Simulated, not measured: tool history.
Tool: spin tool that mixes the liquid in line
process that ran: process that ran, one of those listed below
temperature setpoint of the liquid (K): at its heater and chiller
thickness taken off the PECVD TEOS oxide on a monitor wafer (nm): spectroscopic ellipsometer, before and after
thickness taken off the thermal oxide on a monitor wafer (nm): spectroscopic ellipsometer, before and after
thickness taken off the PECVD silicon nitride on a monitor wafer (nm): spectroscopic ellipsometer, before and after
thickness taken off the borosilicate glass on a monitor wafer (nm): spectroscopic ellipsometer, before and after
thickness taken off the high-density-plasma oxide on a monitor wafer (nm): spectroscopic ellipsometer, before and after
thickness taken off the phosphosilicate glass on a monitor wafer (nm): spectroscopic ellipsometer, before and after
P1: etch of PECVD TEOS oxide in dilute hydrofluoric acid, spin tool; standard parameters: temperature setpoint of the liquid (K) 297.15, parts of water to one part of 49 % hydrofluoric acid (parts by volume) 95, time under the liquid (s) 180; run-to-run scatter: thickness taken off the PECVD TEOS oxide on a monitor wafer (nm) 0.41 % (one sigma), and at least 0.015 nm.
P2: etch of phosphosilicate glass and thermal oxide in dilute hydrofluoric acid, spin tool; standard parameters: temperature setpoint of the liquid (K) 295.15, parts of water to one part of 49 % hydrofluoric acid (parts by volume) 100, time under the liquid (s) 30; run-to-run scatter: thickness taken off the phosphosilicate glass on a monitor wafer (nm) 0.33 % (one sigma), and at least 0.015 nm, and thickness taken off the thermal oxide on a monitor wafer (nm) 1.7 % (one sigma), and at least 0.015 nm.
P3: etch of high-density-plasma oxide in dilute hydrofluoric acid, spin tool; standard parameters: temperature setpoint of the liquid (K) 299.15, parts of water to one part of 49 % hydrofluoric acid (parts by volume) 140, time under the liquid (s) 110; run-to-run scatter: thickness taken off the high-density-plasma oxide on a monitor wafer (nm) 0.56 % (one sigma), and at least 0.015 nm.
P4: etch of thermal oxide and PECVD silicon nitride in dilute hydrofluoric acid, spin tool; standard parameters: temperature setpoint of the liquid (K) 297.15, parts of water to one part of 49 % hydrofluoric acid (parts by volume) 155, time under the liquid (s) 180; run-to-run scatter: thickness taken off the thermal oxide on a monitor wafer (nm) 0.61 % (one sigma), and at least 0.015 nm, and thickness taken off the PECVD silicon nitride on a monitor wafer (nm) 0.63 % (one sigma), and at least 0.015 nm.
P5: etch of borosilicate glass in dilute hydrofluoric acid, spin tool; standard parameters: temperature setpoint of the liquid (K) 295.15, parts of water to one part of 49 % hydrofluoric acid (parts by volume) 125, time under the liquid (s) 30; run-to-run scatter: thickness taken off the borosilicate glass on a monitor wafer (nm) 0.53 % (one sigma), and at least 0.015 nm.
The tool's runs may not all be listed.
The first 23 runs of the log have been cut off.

| run | hour | process that ran | temperature setpoint of the liquid (K) | parts of water to one part of 49 % hydrofluoric acid (parts by volume) | time under the liquid (s) | thickness taken off the PECVD TEOS oxide on a monitor wafer (nm) | thickness taken off the thermal oxide on a monitor wafer (nm) | thickness taken off the PECVD silicon nitride on a monitor wafer (nm) | thickness taken off the borosilicate glass on a monitor wafer (nm) | thickness taken off the high-density-plasma oxide on a monitor wafer (nm) | thickness taken off the phosphosilicate glass on a monitor wafer (nm) |
|---|---|---|---|---|---|---|---|---|---|---|---|
| 24 | 212.5 | P3 | 291.15 | 140 | 110 |  |  |  |  | 5.3789 |  |
| 25 | 222.9 | P2 | 295.15 | 100 | 30 |  | 1.30130 |  |  |  | 33.432 |
| 26 | 229.6 | P1 | 301.65 | 95 | 180 | 35.0900 |  |  |  |  |  |
| 27 | 241.8 | P5 | 295.15 | 125 | 30 |  |  |  | 9.5891 |  |  |
| 28 | 255.0 | P2 | 295.15 | 100 | 60 |  | 2.59640 |  |  |  | 66.572 |
| 29 | 267.8 | P1 | 297.15 | 155 | 35 | 3.2677 |  |  |  |  |  |
| 30 | 273.8 | P2 | 290.15 | 100 | 30 |  | 1.03690 |  |  |  | 27.037 |
| 31 | 282.5 | P3 | 299.15 | 225 | 110 |  |  |  |  | 4.0933 |  |
| 32 | 292.1 | P1 | 297.15 | 95 | 180 | 29.6180 |  |  |  |  |  |
| 33 | 303.2 | P1 | 297.15 | 95 | 180 | 29.6000 |  |  |  |  |  |
| 34 | 310.2 | P1 | 297.15 | 95 | 180 | 28.3530 |  |  |  |  |  |

What does the tool deliver on the next run?
| 35 | 316.2 | P1 | 297.15 | 95 | 180 | ? |  |  |  |  |  |

{"run 35": {"thickness taken off the PECVD TEOS oxide on a monitor wafer (nm)": 28.219}}
